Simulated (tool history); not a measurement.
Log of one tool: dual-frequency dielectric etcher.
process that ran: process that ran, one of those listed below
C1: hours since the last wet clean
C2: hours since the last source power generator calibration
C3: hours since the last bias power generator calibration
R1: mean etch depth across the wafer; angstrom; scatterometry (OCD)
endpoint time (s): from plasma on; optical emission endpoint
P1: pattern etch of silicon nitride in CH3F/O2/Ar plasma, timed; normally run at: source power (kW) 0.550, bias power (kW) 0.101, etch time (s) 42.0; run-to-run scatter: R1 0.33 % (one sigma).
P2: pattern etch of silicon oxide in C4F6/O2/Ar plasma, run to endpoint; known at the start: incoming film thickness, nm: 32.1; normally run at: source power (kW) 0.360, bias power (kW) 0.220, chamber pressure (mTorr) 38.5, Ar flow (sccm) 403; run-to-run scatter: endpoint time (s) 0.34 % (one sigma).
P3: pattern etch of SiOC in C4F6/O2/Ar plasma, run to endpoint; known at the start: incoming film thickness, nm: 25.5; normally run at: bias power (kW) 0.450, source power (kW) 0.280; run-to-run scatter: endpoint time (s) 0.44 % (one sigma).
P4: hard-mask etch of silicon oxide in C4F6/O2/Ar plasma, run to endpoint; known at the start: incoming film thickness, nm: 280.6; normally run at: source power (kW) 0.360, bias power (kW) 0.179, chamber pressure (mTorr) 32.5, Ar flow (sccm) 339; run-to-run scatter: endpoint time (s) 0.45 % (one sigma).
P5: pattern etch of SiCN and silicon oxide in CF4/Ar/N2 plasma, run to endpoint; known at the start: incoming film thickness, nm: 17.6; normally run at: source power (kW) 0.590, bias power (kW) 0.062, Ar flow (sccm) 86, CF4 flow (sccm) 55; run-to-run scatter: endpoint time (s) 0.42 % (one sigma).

run 1 hour=7.5 | process_that_ran=P1 source_power_(kW)=0.550 bias_power_(kW)=0.101 etch_time_(s)=42.0 | C1=222.3 C2=200.2 C3=935.3 | R1=371.27
run 2 hour=13.6 | process_that_ran=P1 source_power_(kW)=0.550 bias_power_(kW)=0.101 etch_time_(s)=52.0 | C1=228.4 C2=206.3 C3=941.4 | R1=459.52
run 3 hour=20.5 | process_that_ran=P1 source_power_(kW)=0.550 bias_power_(kW)=0.101 etch_time_(s)=42.0 | C1=235.3 C2=213.2 C3=948.3 | R1=369.69
run 4 hour=27.5 | process_that_ran=P4 source_power_(kW)=0.360 bias_power_(kW)=0.179 chamber_pressure_(mTorr)=43.5 Ar_flow_(sccm)=339 | C1=242.3 C2=220.2 C3=955.3 | endpoint_time_(s)=97.6640
run 5 hour=32.1 | process_that_ran=P1 source_power_(kW)=0.550 bias_power_(kW)=0.127 etch_time_(s)=42.0 | C1=246.9 C2=224.8 C3=959.9 | R1=401.91
run 6 hour=38.2 | process_that_ran=P2 source_power_(kW)=0.360 bias_power_(kW)=0.220 chamber_pressure_(mTorr)=38.5 Ar_flow_(sccm)=403 | C1=253.0 C2=230.9 C3=966.0 | endpoint_time_(s)=10.4660
run 7 hour=42.4 | process_that_ran=P2 source_power_(kW)=0.360 bias_power_(kW)=0.220 chamber_pressure_(mTorr)=38.5 Ar_flow_(sccm)=252 | C1=257.2 C2=235.1 C3=970.2 | endpoint_time_(s)=9.9813
run 8 hour=47.7 | process_that_ran=P3 source_power_(kW)=0.280 bias_power_(kW)=0.323 | C1=262.5 C2=240.4 C3=975.5 | endpoint_time_(s)=11.5780
run 9 hour=53.9 | process_that_ran=P2 source_power_(kW)=0.240 bias_power_(kW)=0.220 chamber_pressure_(mTorr)=38.5 Ar_flow_(sccm)=403 | C1=268.7 C2=246.6 C3=981.7 | endpoint_time_(s)=12.2410
run 10 hour=58.6 | process_that_ran=P1 source_power_(kW)=0.550 bias_power_(kW)=0.101 etch_time_(s)=42.0 | C1=273.4 C2=251.3 C3=986.4 | R1=370.69
run 11 hour=63.1 | process_that_ran=P5 source_power_(kW)=0.590 bias_power_(kW)=0.040 Ar_flow_(sccm)=86 CF4_flow_(sccm)=55 | C1=277.9 C2=255.8 C3=990.9 | endpoint_time_(s)=19.0830
run 12 hour=68.4 | process_that_ran=P4 source_power_(kW)=0.500 bias_power_(kW)=0.179 chamber_pressure_(mTorr)=32.5 Ar_flow_(sccm)=339 | C1=283.2 C2=261.1 C3=996.2 | endpoint_time_(s)=82.4940
run 13 hour=74.5 | process_that_ran=P3 source_power_(kW)=0.370 bias_power_(kW)=0.450 | C1=289.3 C2=267.2 C3=1002.3 | endpoint_time_(s)=9.2886
run 14 hour=81.6 | process_that_ran=P5 source_power_(kW)=0.360 bias_power_(kW)=0.062 Ar_flow_(sccm)=86 CF4_flow_(sccm)=55 | C1=296.4 C2=274.3 C3=1009.4 | endpoint_time_(s)=25.6930
-- hour=86.0 wet clean of the chamber
run 15 hour=87.4 | process_that_ran=P1 source_power_(kW)=0.720 bias_power_(kW)=0.101 etch_time_(s)=25.5 | C1=1.5 C2=280.1 C3=1015.2 | R1=248.59
run 16 hour=94.0 | process_that_ran=P4 source_power_(kW)=0.360 bias_power_(kW)=0.179 chamber_pressure_(mTorr)=32.5 Ar_flow_(sccm)=276 | C1=8.1 C2=286.7 C3=1021.8 | endpoint_time_(s)=92.3630
run 17 hour=101.9 | process_that_ran=P5 source_power_(kW)=0.590 bias_power_(kW)=0.062 Ar_flow_(sccm)=105 CF4_flow_(sccm)=55 | C1=16.0 C2=294.6 C3=1029.7 | endpoint_time_(s)=17.4380
run 18 hour=106.0 | process_that_ran=P1 source_power_(kW)=0.550 bias_power_(kW)=0.101 etch_time_(s)=29.0 | C1=20.1 C2=298.7 C3=1033.8 | R1=254.80
run 19 hour=113.0 | process_that_ran=P3 source_power_(kW)=0.280 bias_power_(kW)=0.450 | C1=27.1 C2=305.7 C3=1040.8 | endpoint_time_(s)=10.2190
run 20 hour=118.9 | process_that_ran=P4 source_power_(kW)=0.360 bias_power_(kW)=0.179 chamber_pressure_(mTorr)=32.5 Ar_flow_(sccm)=339 | C1=33.0 C2=311.6 C3=1046.7 | endpoint_time_(s)=93.6950
run 21 hour=126.6 | process_that_ran=P1 source_power_(kW)=0.550 bias_power_(kW)=0.101 etch_time_(s)=42.0 | C1=40.7 C2=319.3 C3=1054.4 | R1=369.96
run 22 hour=131.9 | process_that_ran=P4 source_power_(kW)=0.360 bias_power_(kW)=0.130 chamber_pressure_(mTorr)=32.5 Ar_flow_(sccm)=339 | C1=46.0 C2=324.6 C3=1059.7 | endpoint_time_(s)=103.9800
run 23 hour=139.3 | process_that_ran=P1 source_power_(kW)=0.550 bias_power_(kW)=0.101 etch_time_(s)=42.0 | C1=53.4 C2=332.0 C3=1067.1 | R1=369.98
run 24 hour=143.4 | process_that_ran=P4 source_power_(kW)=0.360 bias_power_(kW)=0.179 chamber_pressure_(mTorr)=32.5 Ar_flow_(sccm)=339 | C1=57.5 C2=336.1 C3=1071.2 | endpoint_time_(s)=94.1150
run 25 hour=146.9 | process_that_ran=P2 source_power_(kW)=0.360 bias_power_(kW)=0.220 chamber_pressure_(mTorr)=52.5 Ar_flow_(sccm)=403 | C1=61.0 C2=339.6 C3=1074.7 | endpoint_time_(s)=10.8840
run 26 hour=152.3 | process_that_ran=P1 source_power_(kW)=0.550 bias_power_(kW)=0.101 etch_time_(s)=42.0 | C1=66.4 C2=345.0 C3=1080.1 | R1=369.01
run 27 hour=157.3 | process_that_ran=P5 source_power_(kW)=0.590 bias_power_(kW)=0.062 Ar_flow_(sccm)=86 CF4_flow_(sccm)=55 | C1=71.4 C2=350.0 C3=1085.1 | endpoint_time_(s)=16.7470
run 28 hour=160.7 | process_that_ran=P5 source_power_(kW)=0.590 bias_power_(kW)=0.062 Ar_flow_(sccm)=86 CF4_flow_(sccm)=42 | C1=74.8 C2=353.4 C3=1088.5 | endpoint_time_(s)=17.5510
run 29 hour=165.1 | process_that_ran=P2 source_power_(kW)=0.360 bias_power_(kW)=0.141 chamber_pressure_(mTorr)=38.5 Ar_flow_(sccm)=403 | C1=79.2 C2=357.8 C3=1092.9 | endpoint_time_(s)=12.0650
run 30 hour=169.6 | process_that_ran=P1 source_power_(kW)=0.550 bias_power_(kW)=0.079 etch_time_(s)=42.0 | C1=83.7 C2=362.3 C3=1097.4 | R1=338.86
run 31 hour=173.5 | process_that_ran=P1 source_power_(kW)=0.730 bias_power_(kW)=0.101 etch_time_(s)=42.0 | C1=87.6 C2=366.2 C3=1101.3 | R1=410.77
run 32 hour=177.6 | process_that_ran=P5 source_power_(kW)=0.590 bias_power_(kW)=0.062 Ar_flow_(sccm)=86 CF4_flow_(sccm)=55 | C1=91.7 C2=370.3 C3=1105.4 | endpoint_time_(s)=16.7480
run 33 hour=181.7 | process_that_ran=P1 source_power_(kW)=0.340 bias_power_(kW)=0.101 etch_time_(s)=42.0 | C1=95.8 C2=374.4 C3=1109.5 | R1=307.08
run 34 hour=185.2 | process_that_ran=P1 source_power_(kW)=0.550 bias_power_(kW)=0.101 etch_time_(s)=42.0 | C1=99.3 C2=377.9 C3=1113.0 | R1=370.35
run 35 hour=190.7 | process_that_ran=P1 source_power_(kW)=0.550 bias_power_(kW)=0.101 etch_time_(s)=42.0 | C1=104.8 C2=383.4 C3=1118.5 | R1=369.46
run 36 hour=196.3 | process_that_ran=P1 source_power_(kW)=0.550 bias_power_(kW)=0.101 etch_time_(s)=42.0 | C1=110.4 C2=389.0 C3=1124.1 | R1=365.36
run 37 hour=201.0 | process_that_ran=P1 source_power_(kW)=0.550 bias_power_(kW)=0.101 etch_time_(s)=42.0 | C1=115.1 C2=393.7 C3=1128.8 | R1=364.77
-- hour=202.9 wet clean of the chamber
run 38 hour=205.1 | process_that_ran=P1 source_power_(kW)=0.550 bias_power_(kW)=0.101 etch_time_(s)=42.0 | C1=2.3 C2=397.8 C3=1132.9 | R1=364.67
run 39 hour=208.6 | process_that_ran=P1 source_power_(kW)=0.550 bias_power_(kW)=0.101 etch_time_(s)=42.0 | C1=5.8 C2=401.3 C3=1136.4 | R1=364.35
run 40 hour=216.1 | process_that_ran=P1 source_power_(kW)=0.550 bias_power_(kW)=0.101 etch_time_(s)=42.0 | C1=13.3 C2=408.8 C3=1143.9 | R1=363.35
run 41 hour=219.8 | process_that_ran=P1 source_power_(kW)=0.550 bias_power_(kW)=0.101 etch_time_(s)=42.0 | C1=17.0 C2=412.5 C3=1147.6 | R1=363.71

What P1 gives has crept away from where it was. These 2 causes fit the log equally well, each at the size given:
A: bias power that arrives under what is set, % = 4.53
B: source power that arrives under what is set, % = 4.34
The creep began at about hour 185.2.
Why every other cause is out:
chamber walls in a state that lowers the etch rate, %: serviced at hour 202.9, which brought nothing back

4 check runs are offered, each on 2 wafers whose results are averaged, their results left as question marks. Which one tells the causes apart?
run check 1 hour=223.5 | process_that_ran=P3 source_power_(kW)=0.330 bias_power_(kW)=0.385 | endpoint_time_(s)=?
run check 2 hour=223.5 | process_that_ran=P5 source_power_(kW)=0.360 bias_power_(kW)=0.062 Ar_flow_(sccm)=86 CF4_flow_(sccm)=55 | endpoint_time_(s)=?
run check 3 hour=223.5 | process_that_ran=P2 source_power_(kW)=0.260 bias_power_(kW)=0.174 chamber_pressure_(mTorr)=38.5 Ar_flow_(sccm)=403 | endpoint_time_(s)=?
run check 4 hour=223.5 | process_that_ran=P4 source_power_(kW)=0.360 bias_power_(kW)=0.145 chamber_pressure_(mTorr)=32.5 Ar_flow_(sccm)=339 | endpoint_time_(s)=?

What each check would give under each cause:
check=check_1 result=endpoint_time_(s) if_A=10.3920 if_B=10.3890
check=check_2 result=endpoint_time_(s) if_A=26.2950 if_B=26.9230
check=check_3 result=endpoint_time_(s) if_A=13.0170 if_B=13.0460
check=check_4 result=endpoint_time_(s) if_A=101.8000 if_B=102.1500
How far apart the two closest causes lie, in the result that separates them most: check 1 0.02 %; check 2 2.36 %; check 3 0.22 %; check 4 0.35 %
Check 2 tells the causes apart: in the others they would give nearly the same result.

Check 2 was then run and gave: endpoint time (s) 27.0330. Which cause is it?

It is B: source power that arrives under what is set, %.

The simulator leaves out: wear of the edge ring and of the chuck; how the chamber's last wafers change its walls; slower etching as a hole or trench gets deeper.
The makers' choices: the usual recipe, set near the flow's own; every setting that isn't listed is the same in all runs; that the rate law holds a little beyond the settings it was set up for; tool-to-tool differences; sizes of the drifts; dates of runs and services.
